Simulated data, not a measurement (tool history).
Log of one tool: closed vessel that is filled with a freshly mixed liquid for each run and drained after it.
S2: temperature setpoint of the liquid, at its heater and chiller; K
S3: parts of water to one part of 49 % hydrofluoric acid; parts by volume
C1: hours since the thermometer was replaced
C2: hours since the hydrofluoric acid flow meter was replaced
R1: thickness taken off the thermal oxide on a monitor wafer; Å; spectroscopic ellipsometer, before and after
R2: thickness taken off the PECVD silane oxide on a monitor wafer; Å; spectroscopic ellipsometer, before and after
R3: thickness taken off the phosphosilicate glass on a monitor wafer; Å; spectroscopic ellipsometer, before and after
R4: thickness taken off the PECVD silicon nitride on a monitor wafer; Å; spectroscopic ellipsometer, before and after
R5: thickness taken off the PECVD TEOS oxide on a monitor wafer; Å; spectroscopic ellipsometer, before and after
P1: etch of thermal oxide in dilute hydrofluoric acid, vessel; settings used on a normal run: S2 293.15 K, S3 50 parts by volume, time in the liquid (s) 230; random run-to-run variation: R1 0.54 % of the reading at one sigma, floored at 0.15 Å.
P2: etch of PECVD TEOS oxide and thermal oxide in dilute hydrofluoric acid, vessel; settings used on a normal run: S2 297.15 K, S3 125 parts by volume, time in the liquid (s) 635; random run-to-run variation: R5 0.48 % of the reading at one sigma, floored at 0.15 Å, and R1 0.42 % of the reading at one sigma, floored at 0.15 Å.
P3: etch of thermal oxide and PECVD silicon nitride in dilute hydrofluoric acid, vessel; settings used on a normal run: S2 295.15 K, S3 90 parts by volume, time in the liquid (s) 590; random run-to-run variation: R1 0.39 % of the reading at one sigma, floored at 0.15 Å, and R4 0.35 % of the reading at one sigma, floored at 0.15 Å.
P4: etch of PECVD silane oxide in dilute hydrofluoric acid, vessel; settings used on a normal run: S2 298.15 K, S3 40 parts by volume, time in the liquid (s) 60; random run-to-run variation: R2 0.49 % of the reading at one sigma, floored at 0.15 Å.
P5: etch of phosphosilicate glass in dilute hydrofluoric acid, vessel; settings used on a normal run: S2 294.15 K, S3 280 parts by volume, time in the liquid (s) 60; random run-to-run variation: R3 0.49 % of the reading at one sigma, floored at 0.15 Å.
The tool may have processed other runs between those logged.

Run 1, day 0.625: process that ran P1, S2 293.15 K, S3 50 parts by volume, time in the liquid (s) 230; C1 1394.0; C2 1018.6. Result: R1 198.340 Å.
Run 2, day 1.042: process that ran P1, S2 293.15 K, S3 50 parts by volume, time in the liquid (s) 230; C1 1404.0; C2 1028.6. Result: R1 196.420 Å.
Run 3, day 1.592: process that ran P1, S2 293.15 K, S3 50 parts by volume, time in the liquid (s) 230; C1 1417.2; C2 1041.8. Result: R1 196.830 Å.
Run 4, day 2.029: process that ran P4, S2 298.15 K, S3 40 parts by volume, time in the liquid (s) 35; C1 1427.7; C2 1052.3. Result: R2 480.49 Å.
Run 5, day 2.458: process that ran P5, S2 294.15 K, S3 280 parts by volume, time in the liquid (s) 60; C1 1438.0; C2 1062.6. Result: R3 145.30 Å.
Run 6, day 2.788: process that ran P1, S2 301.15 K, S3 50 parts by volume, time in the liquid (s) 230; C1 1445.9; C2 1070.5. Result: R1 275.430 Å.
Run 7, day 3.404: process that ran P1, S2 293.15 K, S3 50 parts by volume, time in the liquid (s) 230; C1 1460.7; C2 1085.3. Result: R1 195.990 Å.
Run 8, day 3.900: process that ran P3, S2 295.15 K, S3 55 parts by volume, time in the liquid (s) 590; C1 1472.6; C2 1097.2. Result: R1 487.350 Å, R4 519.06 Å.
Run 9, day 4.200: process that ran P1, S2 293.15 K, S3 80 parts by volume, time in the liquid (s) 65; C1 1479.8; C2 1104.4. Result: R1 33.826 Å.
Run 10, day 4.688: process that ran P2, S2 297.15 K, S3 125 parts by volume, time in the liquid (s) 1235; C1 1491.5; C2 1116.1. Result: R1 452.870 Å, R5 1113.20 Å.
Run 11, day 5.029: process that ran P2, S2 297.15 K, S3 125 parts by volume, time in the liquid (s) 635; C1 1499.7; C2 1124.3. Result: R1 234.870 Å, R5 573.19 Å.
Run 12, day 5.633: process that ran P4, S2 290.15 K, S3 40 parts by volume, time in the liquid (s) 60; C1 1514.2; C2 1138.8. Result: R2 588.27 Å.
Run 13, day 6.054: process that ran P1, S2 293.15 K, S3 50 parts by volume, time in the liquid (s) 230; C1 1524.3; C2 1148.9. Result: R1 195.300 Å.
Run 14, day 6.608: process that ran P1, S2 290.15 K, S3 50 parts by volume, time in the liquid (s) 230; C1 1537.6; C2 1162.2. Result: R1 172.930 Å.
Run 15, day 6.983: process that ran P5, S2 290.15 K, S3 280 parts by volume, time in the liquid (s) 60; C1 1546.6; C2 1171.2. Result: R3 125.67 Å.
Run 16, day 7.362: process that ran P5, S2 294.15 K, S3 280 parts by volume, time in the liquid (s) 115; C1 1555.7; C2 1180.3. Result: R3 282.26 Å.
Run 17, day 7.692: process that ran P3, S2 295.15 K, S3 90 parts by volume, time in the liquid (s) 590; C1 1563.6; C2 1188.2. Result: R1 286.600 Å, R4 323.69 Å.
Run 18, day 8.242: process that ran P1, S2 293.15 K, S3 50 parts by volume, time in the liquid (s) 230; C1 1576.8; C2 1201.4. Result: R1 195.840 Å.
Run 19, day 8.688: process that ran P5, S2 294.15 K, S3 60 parts by volume, time in the liquid (s) 60; C1 1587.5; C2 1212.1. Result: R3 848.31 Å.
Run 20, day 9.021: process that ran P2, S2 301.15 K, S3 125 parts by volume, time in the liquid (s) 635; C1 1595.5; C2 1220.1. Result: R1 274.570 Å, R5 664.02 Å.
Run 21, day 9.517: process that ran P1, S2 293.15 K, S3 90 parts by volume, time in the liquid (s) 230; C1 1607.4; C2 1232.0. Result: R1 104.730 Å.
Run 22, day 10.179: process that ran P1, S2 293.15 K, S3 25 parts by volume, time in the liquid (s) 230; C1 1623.3; C2 1247.9. Result: R1 405.670 Å.
Run 23, day 10.554: process that ran P4, S2 298.15 K, S3 20 parts by volume, time in the liquid (s) 60; C1 1632.3; C2 1256.9. Result: R2 1718.80 Å.
Run 24, day 11.188: process that ran P3, S2 295.15 K, S3 90 parts by volume, time in the liquid (s) 590; C1 1647.5; C2 1272.1. Result: R1 286.420 Å, R4 320.88 Å.
Run 25, day 11.767: process that ran P3, S2 303.15 K, S3 90 parts by volume, time in the liquid (s) 590; C1 1661.4; C2 1286.0. Result: R1 392.530 Å, R4 537.64 Å.
Run 26, day 12.262: process that ran P1, S2 293.15 K, S3 50 parts by volume, time in the liquid (s) 230; C1 1673.3; C2 1297.9. Result: R1 197.800 Å.
Run 27, day 12.604: process that ran P2, S2 297.15 K, S3 25 parts by volume, time in the liquid (s) 635; C1 1681.5; C2 1306.1. Result: R1 1332.100 Å, R5 3271.10 Å.
At day 13.033: hydrofluoric acid flow meter replaced.
Run 28, day 13.042: process that ran P1, S2 293.15 K, S3 50 parts by volume, time in the liquid (s) 120; C1 1692.0; C2 0.3. Result: R1 102.360 Å.
Run 29, day 13.675: process that ran P3, S2 295.15 K, S3 90 parts by volume, time in the liquid (s) 215; C1 1707.2; C2 15.5. Result: R1 103.820 Å, R4 116.79 Å.
Run 30, day 14.017: process that ran P4, S2 298.15 K, S3 40 parts by volume, time in the liquid (s) 60; C1 1715.4; C2 23.7. Result: R2 831.42 Å.
Run 31, day 14.471: process that ran P4, S2 298.15 K, S3 40 parts by volume, time in the liquid (s) 60; C1 1726.3; C2 34.6. Result: R2 835.27 Å.

What does the tool deliver on the next run?
Run 32, day 15.117: process that ran P1, S2 293.15 K, S3 50 parts by volume, time in the liquid (s) 365; C1 1741.8; C2 50.1. Result: R1 ?.

R1: 314.460 Å

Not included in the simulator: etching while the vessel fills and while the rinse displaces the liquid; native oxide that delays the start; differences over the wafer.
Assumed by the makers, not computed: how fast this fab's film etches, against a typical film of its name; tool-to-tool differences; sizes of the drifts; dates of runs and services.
